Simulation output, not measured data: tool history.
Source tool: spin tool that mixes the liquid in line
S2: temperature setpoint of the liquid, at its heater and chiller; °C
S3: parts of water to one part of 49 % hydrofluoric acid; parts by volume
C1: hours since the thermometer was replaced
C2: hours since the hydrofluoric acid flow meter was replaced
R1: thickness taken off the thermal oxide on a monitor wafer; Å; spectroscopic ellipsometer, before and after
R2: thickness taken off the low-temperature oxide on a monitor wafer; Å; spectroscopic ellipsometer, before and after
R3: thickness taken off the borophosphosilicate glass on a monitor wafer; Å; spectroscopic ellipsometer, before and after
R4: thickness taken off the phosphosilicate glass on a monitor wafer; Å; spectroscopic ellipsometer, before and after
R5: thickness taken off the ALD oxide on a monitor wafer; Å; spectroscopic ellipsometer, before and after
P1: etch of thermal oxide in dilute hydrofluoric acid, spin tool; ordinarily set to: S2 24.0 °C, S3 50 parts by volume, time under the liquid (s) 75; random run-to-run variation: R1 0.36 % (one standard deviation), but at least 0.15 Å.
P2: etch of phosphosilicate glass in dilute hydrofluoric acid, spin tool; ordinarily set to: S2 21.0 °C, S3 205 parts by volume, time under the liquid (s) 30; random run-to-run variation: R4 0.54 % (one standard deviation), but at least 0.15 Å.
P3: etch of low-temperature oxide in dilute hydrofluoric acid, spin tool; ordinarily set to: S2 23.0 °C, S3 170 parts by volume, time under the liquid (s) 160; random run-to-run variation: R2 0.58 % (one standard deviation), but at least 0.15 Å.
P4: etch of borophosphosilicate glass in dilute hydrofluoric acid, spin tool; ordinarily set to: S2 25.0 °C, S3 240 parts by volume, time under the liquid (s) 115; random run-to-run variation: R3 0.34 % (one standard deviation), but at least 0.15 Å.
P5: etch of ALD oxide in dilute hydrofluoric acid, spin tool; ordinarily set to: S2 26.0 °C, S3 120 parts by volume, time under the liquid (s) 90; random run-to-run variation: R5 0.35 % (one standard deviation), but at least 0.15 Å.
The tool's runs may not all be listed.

Run 1, hour 4.0: process that ran P1, S2 24.0 °C, S3 50 parts by volume, time under the liquid (s) 75; C1 1237.9; C2 733.3. Result: R1 76.443 Å.
Run 2, hour 9.7: process that ran P3, S2 17.0 °C, S3 170 parts by volume, time under the liquid (s) 160; C1 1243.6; C2 739.0. Result: R2 67.204 Å.
Run 3, hour 15.7: process that ran P4, S2 17.5 °C, S3 240 parts by volume, time under the liquid (s) 115; C1 1249.6; C2 745.0. Result: R3 186.99 Å.
Run 4, hour 22.5: process that ran P4, S2 25.0 °C, S3 240 parts by volume, time under the liquid (s) 190; C1 1256.4; C2 751.8. Result: R3 411.84 Å.
Run 5, hour 27.9: process that ran P3, S2 23.0 °C, S3 35 parts by volume, time under the liquid (s) 160; C1 1261.8; C2 757.2. Result: R2 493.740 Å.
Run 6, hour 32.6: process that ran P2, S2 21.0 °C, S3 205 parts by volume, time under the liquid (s) 60; C1 1266.5; C2 761.9. Result: R4 383.59 Å.
Run 7, hour 38.2: process that ran P1, S2 24.0 °C, S3 30 parts by volume, time under the liquid (s) 75; C1 1272.1; C2 767.5. Result: R1 131.610 Å.
Run 8, hour 44.6: process that ran P3, S2 23.0 °C, S3 170 parts by volume, time under the liquid (s) 160; C1 1278.5; C2 773.9. Result: R2 85.031 Å.
Run 9, hour 50.9: process that ran P1, S2 24.0 °C, S3 20 parts by volume, time under the liquid (s) 15; C1 1284.8; C2 780.2. Result: R1 39.835 Å.
Run 10, hour 55.5: process that ran P1, S2 24.0 °C, S3 50 parts by volume, time under the liquid (s) 130; C1 1289.4; C2 784.8. Result: R1 132.870 Å.
Run 11, hour 58.7: process that ran P5, S2 26.0 °C, S3 120 parts by volume, time under the liquid (s) 160; C1 1292.6; C2 788.0. Result: R5 277.06 Å.
Run 12, hour 62.5: process that ran P1, S2 17.0 °C, S3 50 parts by volume, time under the liquid (s) 30; C1 1296.4; C2 791.8. Result: R1 22.769 Å.
Run 13, hour 68.7: process that ran P5, S2 26.0 °C, S3 120 parts by volume, time under the liquid (s) 90; C1 1302.6; C2 798.0. Result: R5 155.15 Å.
Run 14, hour 74.9: process that ran P1, S2 32.0 °C, S3 50 parts by volume, time under the liquid (s) 75; C1 1308.8; C2 804.2. Result: R1 105.700 Å.
Run 15, hour 80.3: process that ran P1, S2 24.0 °C, S3 50 parts by volume, time under the liquid (s) 15; C1 1314.2; C2 809.6. Result: R1 15.578 Å.
Run 16, hour 83.4: process that ran P1, S2 24.0 °C, S3 50 parts by volume, time under the liquid (s) 75; C1 1317.3; C2 812.7. Result: R1 76.782 Å.
Run 17, hour 88.6: process that ran P1, S2 24.0 °C, S3 80 parts by volume, time under the liquid (s) 75; C1 1322.5; C2 817.9. Result: R1 46.227 Å.
Run 18, hour 92.2: process that ran P1, S2 24.0 °C, S3 50 parts by volume, time under the liquid (s) 75; C1 1326.1; C2 821.5. Result: R1 77.194 Å.
Run 19, hour 97.2: process that ran P2, S2 17.0 °C, S3 205 parts by volume, time under the liquid (s) 30; C1 1331.1; C2 826.5. Result: R4 162.79 Å.
Run 20, hour 102.3: process that ran P5, S2 32.5 °C, S3 120 parts by volume, time under the liquid (s) 90; C1 1336.2; C2 831.6. Result: R5 198.50 Å.
Run 21, hour 108.7: process that ran P3, S2 23.0 °C, S3 170 parts by volume, time under the liquid (s) 300; C1 1342.6; C2 838.0. Result: R2 160.870 Å.
Run 22, hour 113.5: process that ran P4, S2 25.0 °C, S3 430 parts by volume, time under the liquid (s) 115; C1 1347.4; C2 842.8. Result: R3 114.57 Å.
Run 23, hour 117.2: process that ran P5, S2 26.0 °C, S3 30 parts by volume, time under the liquid (s) 90; C1 1351.1; C2 846.5. Result: R5 700.20 Å.
Run 24, hour 120.6: process that ran P2, S2 21.0 °C, S3 120 parts by volume, time under the liquid (s) 30; C1 1354.5; C2 849.9. Result: R4 354.47 Å.
Run 25, hour 125.4: process that ran P1, S2 24.0 °C, S3 50 parts by volume, time under the liquid (s) 75; C1 1359.3; C2 854.7. Result: R1 76.227 Å.
Run 26, hour 131.8: process that ran P3, S2 23.0 °C, S3 170 parts by volume, time under the liquid (s) 160; C1 1365.7; C2 861.1. Result: R2 85.272 Å.
Run 27, hour 138.6: process that ran P1, S2 18.0 °C, S3 50 parts by volume, time under the liquid (s) 75; C1 1372.5; C2 867.9. Result: R1 59.277 Å.
Run 28, hour 142.4: process that ran P1, S2 24.0 °C, S3 50 parts by volume, time under the liquid (s) 75; C1 1376.3; C2 871.7. Result: R1 77.214 Å.
Run 29, hour 147.2: process that ran P2, S2 21.0 °C, S3 205 parts by volume, time under the liquid (s) 30; C1 1381.1; C2 876.5. Result: R4 190.48 Å.
Run 30, hour 150.3: process that ran P1, S2 24.0 °C, S3 50 parts by volume, time under the liquid (s) 75; C1 1384.2; C2 879.6. Result: R1 77.000 Å.
Run 31, hour 157.0: process that ran P4, S2 25.0 °C, S3 240 parts by volume, time under the liquid (s) 115; C1 1390.9; C2 886.3. Result: R3 247.51 Å.
Run 32, hour 161.0: process that ran P2, S2 21.0 °C, S3 205 parts by volume, time under the liquid (s) 30; C1 1394.9; C2 890.3. Result: R4 191.04 Å.
Run 33, hour 165.0: process that ran P1, S2 24.0 °C, S3 50 parts by volume, time under the liquid (s) 75; C1 1398.9; C2 894.3. Result: R1 76.584 Å.
Run 34, hour 170.8: process that ran P1, S2 24.0 °C, S3 50 parts by volume, time under the liquid (s) 75; C1 1404.7; C2 900.1. Result: R1 75.170 Å.
Run 35, hour 175.0: process that ran P1, S2 24.0 °C, S3 50 parts by volume, time under the liquid (s) 75; C1 1408.9; C2 904.3. Result: R1 73.792 Å.
Run 36, hour 181.4: process that ran P1, S2 24.0 °C, S3 50 parts by volume, time under the liquid (s) 75; C1 1415.3; C2 910.7. Result: R1 73.278 Å.
Run 37, hour 186.2: process that ran P1, S2 24.0 °C, S3 50 parts by volume, time under the liquid (s) 75; C1 1420.1; C2 915.5. Result: R1 72.923 Å.
Run 38, hour 191.6: process that ran P1, S2 24.0 °C, S3 50 parts by volume, time under the liquid (s) 75; C1 1425.5; C2 920.9. Result: R1 73.124 Å.
Run 39, hour 196.5: process that ran P1, S2 24.0 °C, S3 50 parts by volume, time under the liquid (s) 75; C1 1430.4; C2 925.8. Result: R1 72.219 Å.
Run 40, hour 202.4: process that ran P1, S2 24.0 °C, S3 50 parts by volume, time under the liquid (s) 75; C1 1436.3; C2 931.7. Result: R1 72.896 Å.
Run 41, hour 208.0: process that ran P1, S2 24.0 °C, S3 50 parts by volume, time under the liquid (s) 75; C1 1441.9; C2 937.3. Result: R1 73.029 Å.

P1 has crept away from where it was. The log is fitted equally well by each of these 2 causes, at the sizes shown:
A: liquid colder than its thermometer reads (K) = 1.4
B: hydrofluoric acid flow below the setpoint (%) = 5.28
The drift started at roughly hour 165.0.

Consider the 4 single-wafer check runs listed below, results given as question marks: which one distinguishes between the causes by giving clearly different results for each?
Run check 1, hour 213.6: process that ran P5, S2 26.0 °C, S3 50 parts by volume, time under the liquid (s) 150. Result: R5 ?.
Run check 2, hour 213.6: process that ran P4, S2 25.0 °C, S3 425 parts by volume, time under the liquid (s) 190. Result: R3 ?.
Run check 3, hour 213.6: process that ran P3, S2 23.0 °C, S3 35 parts by volume, time under the liquid (s) 290. Result: R2 ?.
Run check 4, hour 213.6: process that ran P2, S2 17.0 °C, S3 205 parts by volume, time under the liquid (s) 60. Result: R4 ?.

Outcome of each check run for each possible cause:
  check  result     if A     if B
check 1      R5   645.96   645.22
check 2      R3   184.10   178.65
check 3      R2  834.240  836.170
check 4      R4   308.43   305.82
How far apart the two closest causes lie, in the result that separates them most: check 1 0.12 %; check 2 3.01 %; check 3 0.23 %; check 4 0.85 %
Of the check runs offered, only check 2 discriminates between the causes; the rest would read about the same regardless of which cause applies.

The results of check 2 are: R3 178.62 Å. Based on these, which of the listed causes is it?

It is B: hydrofluoric acid flow below the setpoint (%).
